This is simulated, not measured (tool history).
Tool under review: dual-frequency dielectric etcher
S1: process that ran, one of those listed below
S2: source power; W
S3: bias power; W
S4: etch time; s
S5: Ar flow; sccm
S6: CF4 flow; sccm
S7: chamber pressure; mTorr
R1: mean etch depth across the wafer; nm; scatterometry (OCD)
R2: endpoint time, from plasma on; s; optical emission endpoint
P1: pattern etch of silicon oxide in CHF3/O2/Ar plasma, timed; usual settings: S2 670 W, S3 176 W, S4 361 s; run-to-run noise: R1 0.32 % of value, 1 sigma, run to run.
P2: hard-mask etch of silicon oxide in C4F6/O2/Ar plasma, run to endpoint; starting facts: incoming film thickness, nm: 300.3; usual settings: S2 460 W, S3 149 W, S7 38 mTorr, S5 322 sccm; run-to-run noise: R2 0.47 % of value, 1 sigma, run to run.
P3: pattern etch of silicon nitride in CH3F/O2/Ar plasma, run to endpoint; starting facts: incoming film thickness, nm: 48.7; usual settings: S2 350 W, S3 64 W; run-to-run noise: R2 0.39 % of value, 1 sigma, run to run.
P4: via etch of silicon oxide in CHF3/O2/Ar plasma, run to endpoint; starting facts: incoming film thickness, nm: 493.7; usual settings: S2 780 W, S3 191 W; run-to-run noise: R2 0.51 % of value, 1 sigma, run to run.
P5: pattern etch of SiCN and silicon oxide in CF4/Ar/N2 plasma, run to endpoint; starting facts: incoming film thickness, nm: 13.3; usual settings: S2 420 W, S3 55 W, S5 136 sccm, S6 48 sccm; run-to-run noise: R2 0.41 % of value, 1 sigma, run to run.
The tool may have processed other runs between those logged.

Run 1, day 0.667: S1 P1, S2 670 W, S3 176 W, S4 361 s. Result: R1 757.05 nm.
Run 2, day 1.238: S1 P5, S2 420 W, S3 55 W, S5 136 sccm, S6 58 sccm. Result: R2 19.106 s.
Run 3, day 1.808: S1 P5, S2 420 W, S3 55 W, S5 136 sccm, S6 48 sccm. Result: R2 19.849 s.
Run 4, day 2.354: S1 P5, S2 510 W, S3 55 W, S5 136 sccm, S6 48 sccm. Result: R2 16.659 s.
Run 5, day 2.758: S1 P3, S2 350 W, S3 64 W. Result: R2 75.774 s.
Run 6, day 3.121: S1 P3, S2 350 W, S3 64 W. Result: R2 75.634 s.
Run 7, day 3.683: S1 P5, S2 420 W, S3 37 W, S5 136 sccm, S6 48 sccm. Result: R2 22.419 s.
Run 8, day 4.179: S1 P3, S2 490 W, S3 64 W. Result: R2 66.811 s.
Run 9, day 4.642: S1 P4, S2 530 W, S3 191 W. Result: R2 252.75 s.
Run 10, day 5.233: S1 P5, S2 420 W, S3 55 W, S5 185 sccm, S6 48 sccm. Result: R2 20.948 s.
Run 11, day 5.725: S1 P1, S2 850 W, S3 176 W, S4 361 s. Result: R1 825.81 nm.
Run 12, day 6.05: S1 P2, S2 460 W, S3 149 W, S5 322 sccm, S7 47.5 mTorr. Result: R2 100.42 s.
Run 13, day 6.496: S1 P2, S2 320 W, S3 149 W, S5 322 sccm, S7 38 mTorr. Result: R2 112.43 s.
Run 14, day 6.85: S1 P1, S2 670 W, S3 240 W, S4 199.5 s. Result: R1 460.42 nm.
Run 15, day 7.362: S1 P2, S2 460 W, S3 203 W, S5 322 sccm, S7 38 mTorr. Result: R2 89.294 s.
Run 16, day 7.783: S1 P1, S2 670 W, S3 176 W, S4 270 s. Result: R1 562.02 nm.
Run 17, day 8.4: S1 P1, S2 520 W, S3 176 W, S4 361 s. Result: R1 685.19 nm.
Run 18, day 9.104: S1 P3, S2 350 W, S3 90 W. Result: R2 66.994 s.
Run 19, day 9.671: S1 P1, S2 670 W, S3 176 W, S4 361 s. Result: R1 760.27 nm.
Run 20, day 10.038: S1 P1, S2 670 W, S3 116 W, S4 361 s. Result: R1 666.45 nm.
Run 21, day 10.492: S1 P4, S2 780 W, S3 191 W. Result: R2 217.27 s.
Run 22, day 10.879: S1 P1, S2 670 W, S3 176 W, S4 361 s. Result: R1 754.51 nm.
Run 23, day 11.5: S1 P2, S2 460 W, S3 149 W, S5 382 sccm, S7 38 mTorr. Result: R2 99.666 s.
Run 24, day 11.85: S1 P2, S2 460 W, S3 149 W, S5 322 sccm, S7 38 mTorr. Result: R2 97.706 s.
Run 25, day 12.358: S1 P1, S2 670 W, S3 176 W, S4 516 s. Result: R1 1083.7 nm.
Run 26, day 13.05: S1 P5, S2 420 W, S3 55 W, S5 136 sccm, S6 48 sccm. Result: R2 19.724 s.
Run 27, day 13.521: S1 P1, S2 670 W, S3 176 W, S4 361 s. Result: R1 752.63 nm.
Run 28, day 14.221: S1 P1, S2 670 W, S3 211 W, S4 361 s. Result: R1 801.36 nm.
Run 29, day 14.7: S1 P4, S2 780 W, S3 113 W. Result: R2 256.97 s.
Run 30, day 15.192: S1 P1, S2 670 W, S3 176 W, S4 361 s. Result: R1 754.22 nm.
Run 31, day 15.833: S1 P1, S2 670 W, S3 176 W, S4 361 s. Result: R1 761.17 nm.
Run 32, day 16.512: S1 P1, S2 670 W, S3 176 W, S4 361 s. Result: R1 764.73 nm.
Run 33, day 17.012: S1 P1, S2 670 W, S3 176 W, S4 361 s. Result: R1 762.88 nm.

What does the tool deliver on the next run?
Run 34, day 17.417: S1 P1, S2 670 W, S3 176 W, S4 361 s. Result: R1 ?.

R1: 765.78 nm
